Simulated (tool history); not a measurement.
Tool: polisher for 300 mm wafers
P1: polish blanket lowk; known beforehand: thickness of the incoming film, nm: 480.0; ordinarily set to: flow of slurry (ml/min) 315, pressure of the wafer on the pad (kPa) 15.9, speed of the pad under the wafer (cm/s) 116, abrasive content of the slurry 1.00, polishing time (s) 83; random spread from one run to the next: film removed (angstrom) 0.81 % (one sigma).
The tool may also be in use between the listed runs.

run	hour	flow of slurry (ml/min)	pressure of the wafer on the pad (kPa)	speed of the pad under the wafer (cm/s)	abrasive content of the slurry	polishing time (s)	film removed (angstrom)
1	9.3	315	15.9	116	1.00	83	541.74
2	15.4	190	15.9	116	0.75	83	441.82
3	21.9	190	15.9	116	1.00	83	508.29
# hour 24.2: slurry nozzle cleaned
4	29.2	315	15.9	116	1.00	111	725.20
5	35.4	315	15.9	116	1.00	83	541.42
6	42.5	315	15.9	116	1.00	47	307.98
7	51.8	315	24.1	116	1.00	83	819.69
8	59.8	315	15.9	116	1.45	83	632.07
9	66.2	425	15.9	116	1.00	83	545.00
10	73.8	315	15.9	116	1.00	83	542.27
11	78.6	315	15.9	182	1.00	83	786.27
12	83.5	315	6.9	116	1.00	83	235.27
13	88.2	315	15.9	116	1.00	83	544.90
14	95.7	315	15.9	116	0.50	83	374.48
15	100.4	315	15.9	52	1.00	83	287.81
16	106.3	315	7.6	166	1.00	83	347.89
17	111.4	315	15.9	116	1.00	83	544.62
18	119.5	315	15.9	116	1.00	83	516.71
19	127.3	315	15.9	116	1.00	83	504.11
20	135.8	315	15.9	116	1.00	83	487.83
# hour 142.9: head pressure recalibrated
21	144.3	315	15.9	116	1.00	83	480.07
22	151.1	315	15.9	116	1.00	83	476.59
23	156.0	315	15.9	116	1.00	83	475.88
24	160.5	315	15.9	116	1.00	83	478.18
# hour 162.0: conditioning disc replaced and pad reconditioned
25	165.7	315	15.9	116	1.00	83	475.14
26	172.5	315	15.9	116	1.00	83	478.77
27	176.7	315	15.9	116	1.00	83	482.57
28	180.9	315	15.9	116	1.00	83	468.43

Compared with where it was, what P1 gives has crept away. Each cause listed below fits the log as well as the rest, at the size given for it:
A: removal rate lost through wear of the pad, % = 13
B: abrasive missing from the slurry, % = 24.7
The onset of the drift is placed at about hour 111.4.
What rules out each remaining cause:
slurry flow missing at the pad, %: capped at 40; at that size film removed (angstrom) would change by -5.5 %, too little to explain the creep or opposite to it
head's pressure below its setpoint, %: was serviced at hour 142.9, once the creep was under way, yet the earlier output never came back
time polished since the conditioner stopped cutting, s: was serviced at hour 162.0, once the creep was under way, yet the earlier output never came back

4 check runs are offered, each on 5 wafers whose results are averaged, their results left as question marks. Which one tells the causes apart?
check 1	185.1	315	7.6	116	1.00	83	?
check 2	185.1	315	15.9	116	0.65	83	?
check 3	185.1	315	15.9	66	1.00	83	?
check 4	185.1	315	9.0	162	1.00	83	?

Expected result of each check under each candidate cause:
check	result	if A	if B
check 1	film removed (angstrom)	225.92	225.98
check 2	film removed (angstrom)	379.49	368.32
check 3	film removed (angstrom)	300.85	300.94
check 4	film removed (angstrom)	348.78	348.87
Per-check spread between the two closest causes, in the result where they differ most: check 1 0.03 %; check 2 2.99 %; check 3 0.03 %; check 4 0.03 %
Only check 2 tells the causes apart: in the others they would give nearly the same result.

Check 2 has now been run. It gave: film removed (angstrom) 378.99. Which of the candidate causes is it?

Of the candidate causes, it is A: removal rate lost through wear of the pad, %.

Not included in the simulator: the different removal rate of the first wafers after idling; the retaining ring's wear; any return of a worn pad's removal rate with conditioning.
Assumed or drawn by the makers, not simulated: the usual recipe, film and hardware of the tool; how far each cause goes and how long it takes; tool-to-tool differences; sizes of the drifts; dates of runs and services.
